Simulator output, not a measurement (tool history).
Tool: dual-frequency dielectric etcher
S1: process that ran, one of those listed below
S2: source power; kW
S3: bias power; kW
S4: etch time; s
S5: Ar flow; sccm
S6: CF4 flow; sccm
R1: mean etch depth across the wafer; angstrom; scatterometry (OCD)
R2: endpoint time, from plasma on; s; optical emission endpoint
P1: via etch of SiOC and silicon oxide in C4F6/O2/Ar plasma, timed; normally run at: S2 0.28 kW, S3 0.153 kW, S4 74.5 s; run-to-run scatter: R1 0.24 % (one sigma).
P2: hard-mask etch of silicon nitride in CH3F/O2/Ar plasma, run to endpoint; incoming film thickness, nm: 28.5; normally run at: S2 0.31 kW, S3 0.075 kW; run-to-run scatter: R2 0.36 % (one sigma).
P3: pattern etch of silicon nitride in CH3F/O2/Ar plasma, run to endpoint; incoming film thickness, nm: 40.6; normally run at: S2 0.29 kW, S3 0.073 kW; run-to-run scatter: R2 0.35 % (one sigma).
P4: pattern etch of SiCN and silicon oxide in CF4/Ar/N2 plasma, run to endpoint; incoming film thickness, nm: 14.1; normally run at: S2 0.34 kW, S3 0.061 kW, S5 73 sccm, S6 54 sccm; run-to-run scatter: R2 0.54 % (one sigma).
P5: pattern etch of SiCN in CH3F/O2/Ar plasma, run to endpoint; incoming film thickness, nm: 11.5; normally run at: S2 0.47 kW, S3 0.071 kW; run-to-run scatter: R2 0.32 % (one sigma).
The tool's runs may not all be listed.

run    day  S1    S2     S3    S4  S5  S6      R1      R2
  1  0.262  P1  0.28  0.153  74.5          674.34
  2  0.458  P4  0.34  0.061        73  54          21.712
  3  0.696  P4  0.34  0.061        48  54          20.725
  4  0.833  P1  0.28  0.153    41          371.39
  5  1.008  P1  0.28  0.194  74.5          730.24
  6  1.233  P4  0.34   0.08        73  54           19.69
  7  1.521  P3  0.19  0.073                        78.644
  8  1.671  P1  0.36  0.153  74.5          746.16
  9  1.858  P5  0.47  0.046                          33.8
 10  2.012  P1  0.28  0.111  74.5          613.43
 11  2.158  P2  0.31  0.075                        45.993
 12  2.433  P1  0.28  0.153  74.5          673.73
 13  2.717  P1  0.28  0.118  98.5          823.91
 14  2.992  P5  0.47  0.071                        29.188
 15  3.129  P5  0.33  0.071                        33.322
 16  3.333  P1  0.28  0.153    99          896.75
 17  3.529  P1  0.28  0.129    47          403.01
 18  3.767  P4  0.34  0.061        73  77          20.636
 19  3.979  P1  0.21  0.153  74.5           602.9
 20  4.162  P2  0.19  0.075                        55.075
 21  4.425  P3  0.29  0.073                        67.601
 22  4.688  P1  0.28  0.153  74.5          674.45
 23  4.892  P3  0.29  0.101                        59.647
 24  5.079  P2  0.31  0.054                        51.459
 25  5.288  P5  0.47  0.071                        29.044
 26  5.467  P4  0.25  0.061        73  54          28.747
 27  5.733  P4  0.34  0.061        73  54          21.936
 28  5.954  P3  0.29  0.073                        67.354
 29  6.133  P1  0.28  0.153  74.5          676.85
 30  6.354  P1  0.28  0.153  74.5          674.83
 31  6.583  P1  0.28  0.153  74.5          678.15
 32  6.767  P1  0.28  0.153  74.5          682.17
 33  7.008  P1  0.28  0.153  74.5          681.37
 34  7.233  P1  0.28  0.153  74.5          681.92
 35  7.388  P1  0.28  0.153  74.5           682.7
 36   7.65  P1  0.28  0.153  74.5          683.89
     7.733  -- wet clean of the chamber
 37  7.904  P1  0.28  0.153  74.5          681.54
 38  8.158  P1  0.28  0.153  74.5           684.3
 39  8.375  P1  0.28  0.153  74.5             681
 40  8.588  P1  0.28  0.153  74.5          683.07

What P1 gives has crept away from where it was. These 2 causes fit the log equally well, each at the size given:
A: bias power that arrives over what is set, % = 4.73
B: source power that arrives over what is set, % = 3.89
The creep began at about day 6.354.
Why every other cause is out:
chamber walls in a state that raises the etch rate, %: serviced at day 7.733, which brought nothing back

4 check runs are offered, each on 5 wafers whose results are averaged, their results left as question marks. Which one tells the causes apart?
check 1  8.8  P2  0.31  0.062                   ?
check 2  8.8  P3  0.22    0.1                   ?
check 3  8.8  P5  0.47  0.048                   ?
check 4  8.8  P4  0.34  0.061      48  73       ?

What each check would give under each cause:
  check  result    if A    if B
check 1      R2  48.251  48.307
check 2      R2  65.236  65.472
check 3      R2  32.709  32.703
check 4      R2  19.566  19.174
How far apart the two closest causes lie, in the result that separates them most: check 1 0.12 %; check 2 0.36 %; check 3 0.02 %; check 4 2.03 %
Only check 4 tells the causes apart: in the others they would give nearly the same result.

Then check 4 was run and gave: R2 19.218 s. Which cause is it?

It is B: source power that arrives over what is set, %.

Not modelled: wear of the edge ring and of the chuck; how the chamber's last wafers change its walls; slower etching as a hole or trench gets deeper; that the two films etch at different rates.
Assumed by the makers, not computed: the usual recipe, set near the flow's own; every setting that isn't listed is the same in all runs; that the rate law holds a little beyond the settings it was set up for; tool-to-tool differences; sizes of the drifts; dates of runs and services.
